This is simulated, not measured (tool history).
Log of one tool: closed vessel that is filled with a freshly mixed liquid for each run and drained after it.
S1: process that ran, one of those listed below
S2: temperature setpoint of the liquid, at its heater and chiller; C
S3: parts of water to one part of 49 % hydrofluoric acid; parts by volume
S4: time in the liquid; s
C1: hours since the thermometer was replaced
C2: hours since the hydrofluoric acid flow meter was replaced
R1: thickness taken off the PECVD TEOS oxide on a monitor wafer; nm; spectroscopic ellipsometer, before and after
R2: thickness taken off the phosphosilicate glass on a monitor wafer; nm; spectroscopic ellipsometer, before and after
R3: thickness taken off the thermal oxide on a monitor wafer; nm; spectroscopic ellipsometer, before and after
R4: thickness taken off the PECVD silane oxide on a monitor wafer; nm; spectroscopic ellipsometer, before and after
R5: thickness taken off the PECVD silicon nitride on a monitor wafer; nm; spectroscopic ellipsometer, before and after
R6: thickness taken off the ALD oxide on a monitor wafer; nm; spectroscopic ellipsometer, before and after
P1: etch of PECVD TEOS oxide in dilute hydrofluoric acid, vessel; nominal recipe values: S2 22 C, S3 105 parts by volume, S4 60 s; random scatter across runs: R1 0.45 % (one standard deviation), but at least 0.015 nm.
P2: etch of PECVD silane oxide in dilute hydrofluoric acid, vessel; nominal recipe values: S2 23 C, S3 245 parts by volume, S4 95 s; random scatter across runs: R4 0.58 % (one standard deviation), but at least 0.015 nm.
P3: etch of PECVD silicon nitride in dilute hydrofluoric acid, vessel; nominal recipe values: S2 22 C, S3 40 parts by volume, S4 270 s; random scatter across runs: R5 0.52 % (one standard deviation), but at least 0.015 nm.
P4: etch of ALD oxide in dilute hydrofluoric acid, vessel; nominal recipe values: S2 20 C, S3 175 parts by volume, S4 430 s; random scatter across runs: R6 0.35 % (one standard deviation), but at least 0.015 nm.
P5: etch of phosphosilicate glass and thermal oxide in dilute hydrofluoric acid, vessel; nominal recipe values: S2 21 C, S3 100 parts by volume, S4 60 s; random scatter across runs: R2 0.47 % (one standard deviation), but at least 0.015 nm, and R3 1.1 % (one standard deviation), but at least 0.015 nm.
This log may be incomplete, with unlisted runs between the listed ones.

run   hour  S1  S2   S3   S4      C1      C2      R1      R2      R3      R4      R5      R6
  1    5.5  P1  22  105   60   832.7   968.3  9.6445
  2   10.5  P5  21  100   60   837.7   973.3          47.862  2.3923
  3   17.8  P2  23  245   95     845   980.6                           15.33
  4   24.3  P3  22   20  270   851.5   987.1                                  36.482
  5   31.2  P4  17  175  430   858.4     994                                          42.308
  6   34.6  P1  26   50   60   861.8   997.4  25.543
  7   41.1  P4  20  175  430   868.3  1003.9                                          48.107
  8   47.6  P2  23  355   95   874.8  1010.4                          9.4938
  9   51.9  P3  22   40  270   879.1  1014.7                                  18.589
 10   57.9  P5  21  100   60   885.1  1020.7          48.018  2.3324
 11   63.4  P2  23  245  180   890.6  1026.2                          28.968
 12   67.1  P1  22  105   60   894.3  1029.9  9.6695
 13   71.1  P1  22  105   60   898.3  1033.9  9.7408
 14   76.7  P1  22  105   60   903.9  1039.5  9.6423
 15   80.2  P4  20  265  430   907.4    1043                                          29.238
 16   83.6  P1  18  155   60   910.8  1046.4  5.3334
 17     89  P4  20  175  820   916.2  1051.8                                          91.595
 18   92.8  P5  17  100   60     920  1055.6          40.425  2.0115
 19   97.4  P1  22  105   30   924.6  1060.2  4.8777
 20  103.6  P1  26  105   60   930.8  1066.4  11.408
 21    107  P1  22  105  110   934.2  1069.8  17.858
 22  113.9  P1  22  105   60   941.1  1076.7  9.6825
 23  121.4  P3  22   40  270   948.6  1084.2                                  18.607
 24  128.9  P5  21  145   60   956.1  1091.7          31.638  1.5553
 25  135.3  P1  22  105   60   962.5  1098.1  9.7125
 26    140  P1  22   55   90   967.2  1102.8  29.424
 27  146.7  P1  17  105   60   973.9  1109.5  7.8108
 28  151.9  P3  22   40  470   979.1  1114.7                                  32.539
 29  156.5  P5  21  100   30   983.7  1119.3          24.019  1.2244
 30  163.7  P3  17   40  270   990.9  1126.5                                  13.167
 31  170.6  P1  22   35   60   997.8  1133.4  31.579
 32    174  P2  17  245   95  1001.2  1136.8                          12.133

What will run 33 give?
 33  179.2  P4  20  175  430  1006.4  1142                       ?

R6: 47.963 nm
